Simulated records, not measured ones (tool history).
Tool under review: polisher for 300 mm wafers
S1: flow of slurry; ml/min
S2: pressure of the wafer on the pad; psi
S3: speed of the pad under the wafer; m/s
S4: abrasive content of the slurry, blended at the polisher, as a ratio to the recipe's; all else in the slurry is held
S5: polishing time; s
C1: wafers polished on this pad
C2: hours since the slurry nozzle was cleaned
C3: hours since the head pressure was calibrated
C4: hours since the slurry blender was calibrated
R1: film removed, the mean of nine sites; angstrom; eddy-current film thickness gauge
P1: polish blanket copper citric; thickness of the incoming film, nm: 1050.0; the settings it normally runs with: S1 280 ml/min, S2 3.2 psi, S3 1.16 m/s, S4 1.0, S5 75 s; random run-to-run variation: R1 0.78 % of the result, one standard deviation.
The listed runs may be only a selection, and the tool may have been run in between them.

run 1 hour=13.6 | S1=280 S2=3.2 S3=1.16 S4=1.0 S5=75 | C1=186 C2=221.7 C3=77.9 C4=346.3 | R1=1695.80
-- hour=22.4 slurry blender recalibrated
run 2 hour=23.7 | S1=280 S2=3.2 S3=1.16 S4=1.0 S5=75 | C1=240 C2=231.8 C3=88.0 C4=1.3 | R1=1672.90
run 3 hour=39.1 | S1=280 S2=3.2 S3=1.16 S4=1.5 S5=75 | C1=324 C2=247.2 C3=103.4 C4=16.7 | R1=1851.30
run 4 hour=46.7 | S1=280 S2=3.2 S3=1.16 S4=1.0 S5=75 | C1=365 C2=254.8 C3=111.0 C4=24.3 | R1=1676.60
run 5 hour=63.0 | S1=170 S2=3.2 S3=1.16 S4=1.0 S5=75 | C1=453 C2=271.1 C3=127.3 C4=40.6 | R1=1600.60
run 6 hour=75.4 | S1=280 S2=3.2 S3=1.16 S4=0.6 S5=75 | C1=520 C2=283.5 C3=139.7 C4=53.0 | R1=1507.00
run 7 hour=83.0 | S1=280 S2=3.2 S3=0.60 S4=1.0 S5=75 | C1=561 C2=291.1 C3=147.3 C4=60.6 | R1=876.43
run 8 hour=98.3 | S1=280 S2=5.0 S3=1.16 S4=1.0 S5=75 | C1=644 C2=306.4 C3=162.6 C4=75.9 | R1=2591.10
run 9 hour=112.5 | S1=280 S2=3.2 S3=1.16 S4=1.0 S5=115 | C1=720 C2=320.6 C3=176.8 C4=90.1 | R1=2625.50
run 10 hour=120.6 | S1=280 S2=3.2 S3=1.16 S4=1.0 S5=75 | C1=764 C2=328.7 C3=184.9 C4=98.2 | R1=1707.30
run 11 hour=135.9 | S1=280 S2=1.5 S3=1.16 S4=1.0 S5=75 | C1=847 C2=344.0 C3=200.2 C4=113.5 | R1=806.40
run 12 hour=152.1 | S1=280 S2=3.2 S3=1.16 S4=1.0 S5=75 | C1=935 C2=360.2 C3=216.4 C4=129.7 | R1=1704.80
run 13 hour=165.3 | S1=170 S2=3.2 S3=1.68 S4=1.0 S5=75 | C1=1006 C2=373.4 C3=229.6 C4=142.9 | R1=2255.90
run 14 hour=177.5 | S1=280 S2=3.2 S3=1.16 S4=1.0 S5=34 | C1=1072 C2=385.6 C3=241.8 C4=155.1 | R1=774.24
run 15 hour=189.7 | S1=280 S2=3.2 S3=1.16 S4=1.0 S5=75 | C1=1138 C2=397.8 C3=254.0 C4=167.3 | R1=1673.10
run 16 hour=198.6 | S1=280 S2=3.2 S3=1.78 S4=1.0 S5=75 | C1=1186 C2=406.7 C3=262.9 C4=176.2 | R1=2578.90
run 17 hour=207.3 | S1=425 S2=3.2 S3=1.16 S4=1.0 S5=75 | C1=1233 C2=415.4 C3=271.6 C4=184.9 | R1=1750.00
run 18 hour=223.0 | S1=280 S2=3.2 S3=1.16 S4=1.0 S5=75 | C1=1318 C2=431.1 C3=287.3 C4=200.6 | R1=1680.00
run 19 hour=236.4 | S1=280 S2=3.2 S3=1.16 S4=1.0 S5=75 | C1=1390 C2=444.5 C3=300.7 C4=214.0 | R1=1657.20
run 20 hour=252.2 | S1=280 S2=3.2 S3=1.16 S4=1.0 S5=75 | C1=1476 C2=460.3 C3=316.5 C4=229.8 | R1=1640.50
run 21 hour=261.7 | S1=280 S2=3.2 S3=1.16 S4=1.0 S5=75 | C1=1527 C2=469.8 C3=326.0 C4=239.3 | R1=1663.90
run 22 hour=276.9 | S1=280 S2=3.2 S3=1.16 S4=1.0 S5=75 | C1=1609 C2=485.0 C3=341.2 C4=254.5 | R1=1630.50
run 23 hour=290.9 | S1=280 S2=3.2 S3=1.16 S4=1.0 S5=75 | C1=1685 C2=499.0 C3=355.2 C4=268.5 | R1=1606.50
-- hour=301.8 head pressure recalibrated
run 24 hour=304.4 | S1=280 S2=3.2 S3=1.16 S4=1.0 S5=75 | C1=1758 C2=512.5 C3=2.6 C4=282.0 | R1=1595.60
-- hour=308.8 worn pad replaced by a new one
run 25 hour=314.2 | S1=280 S2=3.2 S3=1.16 S4=1.0 S5=75 | C1=29 C2=522.3 C3=12.4 C4=291.8 | R1=1591.10
run 26 hour=323.7 | S1=280 S2=3.2 S3=1.16 S4=1.0 S5=75 | C1=80 C2=531.8 C3=21.9 C4=301.3 | R1=1605.30
run 27 hour=339.7 | S1=280 S2=3.2 S3=1.16 S4=1.0 S5=75 | C1=167 C2=547.8 C3=37.9 C4=317.3 | R1=1603.60
run 28 hour=355.0 | S1=280 S2=3.2 S3=1.16 S4=1.0 S5=75 | C1=250 C2=563.1 C3=53.2 C4=332.6 | R1=1604.40

Forecast run 29:
run 29 hour=362.7 | S1=280 S2=3.2 S3=1.16 S4=1.0 S5=75 | C1=291 C2=570.8 C3=60.9 C4=340.3 | R1=?

{"run 29": {"R1": 1605.6}}
